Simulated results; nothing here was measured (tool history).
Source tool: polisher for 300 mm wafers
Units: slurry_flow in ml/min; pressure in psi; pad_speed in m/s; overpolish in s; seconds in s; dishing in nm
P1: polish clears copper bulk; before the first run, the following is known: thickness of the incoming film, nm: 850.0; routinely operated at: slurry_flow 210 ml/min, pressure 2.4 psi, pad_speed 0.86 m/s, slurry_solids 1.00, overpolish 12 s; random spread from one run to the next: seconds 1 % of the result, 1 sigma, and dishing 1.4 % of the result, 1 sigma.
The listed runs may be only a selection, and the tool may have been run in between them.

run,day,slurry_flow,pressure,pad_speed,slurry_solids,overpolish,wafers polished on this pad,hours since the slurry nozzle was cleaned,hours since the head pressure was calibrated,hours since the slurry blender was calibrated,seconds,dishing
1,0.321,210,2.4,0.86,1.00,12,390,380.9,489.2,163.6,118.330,16.832
2,0.500,210,2.4,0.86,1.00,12,435,385.2,493.5,167.9,118.250,17.185
3,0.725,310,2.4,0.86,1.00,12,492,390.6,498.9,173.3,113.730,17.336
4,1.079,210,2.4,0.86,1.00,18,582,399.1,507.4,181.8,117.800,17.448
5,1.404,210,2.4,0.86,1.20,12,664,406.9,515.2,189.6,114.410,17.156
6,1.750,210,2.4,1.30,1.00,12,751,415.2,523.5,197.9,77.658,17.659
7,1.975,210,2.4,0.86,1.00,12,808,420.6,528.9,203.3,117.070,17.573
8,2.354,210,2.4,0.62,1.00,12,904,429.7,538.0,212.4,167.760,16.357
9,2.746,210,3.4,0.86,1.00,12,1003,439.1,547.4,221.8,84.342,17.805
10,3.021,210,2.4,0.86,1.00,12,1072,445.7,554.0,228.4,117.410,17.661
11,3.300,210,2.4,0.86,0.55,12,1143,452.4,560.7,235.1,131.800,17.024
12,3.496,210,2.4,0.86,1.00,5,1192,457.1,565.4,239.8,119.570,13.894
# day 3.554: slurry nozzle cleaned
13,3.767,125,2.4,0.86,1.00,12,1261,5.1,571.9,246.3,126.870,16.783
14,4.171,210,2.4,0.86,1.00,12,1363,14.8,581.6,256.0,117.040,16.938
15,4.375,210,2.4,1.32,1.00,5,1414,19.7,586.5,260.9,77.229,15.884
16,4.588,210,1.6,0.86,1.00,12,1468,24.8,591.6,266.0,179.060,15.593
17,4.900,125,2.4,0.86,1.30,12,1547,32.3,599.1,273.5,122.940,16.856
18,5.104,210,2.4,0.86,1.00,12,1598,37.2,604.0,278.4,115.700,17.211
19,5.404,210,2.4,0.86,1.00,12,1674,44.4,611.2,285.6,120.860,16.844
20,5.621,210,2.4,0.86,1.00,12,1729,49.6,616.4,290.8,122.730,16.803
21,5.904,210,2.4,0.86,1.00,12,1800,56.4,623.2,297.6,123.010,17.184
22,6.238,210,2.4,0.86,1.00,12,1885,64.4,631.2,305.6,125.250,17.034
# day 6.379: head pressure recalibrated
23,6.417,210,2.4,0.86,1.00,12,1930,68.7,0.9,309.9,126.200,17.008
# day 6.629: worn pad replaced by a new one
24,6.821,210,2.4,0.86,1.00,12,49,78.4,10.6,319.6,128.070,16.787
25,7.050,210,2.4,0.86,1.00,12,107,83.9,16.1,325.1,129.780,17.088
26,7.442,210,2.4,0.86,1.00,12,206,93.3,25.5,334.5,129.640,17.315

Compared with where it was, what P1 gives has crept away. Each cause listed below fits the log as well as the rest, at the size given for it:
A: abrasive missing from the slurry, % = 30.1
B: slurry flow missing at the pad, % = 37.7
At approximately day 5.104, the process output began to creep.
Every other cause this tool's parts could produce, and why it does not fit the log:
removal rate lost through wear of the pad, %: serviced after onset, at day 6.629, with no recovery of the prior output
head's pressure below its setpoint, %: serviced after onset, at day 6.379, with no recovery of the prior output

Which of the 4 check runs listed below, each an average over 3 wafers with its results shown as question marks, gives clearly different results under the different listed causes?
check 1,7.833,210,2.4,0.86,0.75,12,,,,,?,?
check 2,7.833,210,2.4,1.24,1.00,12,,,,,?,?
check 3,7.833,125,2.4,0.62,1.00,12,,,,,?,?
check 4,7.833,210,2.9,0.86,0.80,12,,,,,?,?

How each check would come out, cause by cause:
check,result,if A,if B
check 1,seconds,134.690,135.040
check 1,dishing,16.858,16.853
check 2,seconds,88.159,88.151
check 2,dishing,17.378,17.378
check 3,seconds,191.790,200.560
check 3,dishing,15.795,15.613
check 4,seconds,110.050,110.270
check 4,dishing,17.415,17.413
Gap, in per cent, between the two causes that each check separates least, read from the result that separates them most: check 1 0.26 %; check 2 0.01 %; check 3 4.48 %; check 4 0.2 %
Check 3 tells the causes apart: in the others they would give nearly the same result.

Then check 3 was run and gave: seconds 200.520 s; dishing 15.836 nm. Which cause is it?

Of the candidate causes, it is B: slurry flow missing at the pad, %.

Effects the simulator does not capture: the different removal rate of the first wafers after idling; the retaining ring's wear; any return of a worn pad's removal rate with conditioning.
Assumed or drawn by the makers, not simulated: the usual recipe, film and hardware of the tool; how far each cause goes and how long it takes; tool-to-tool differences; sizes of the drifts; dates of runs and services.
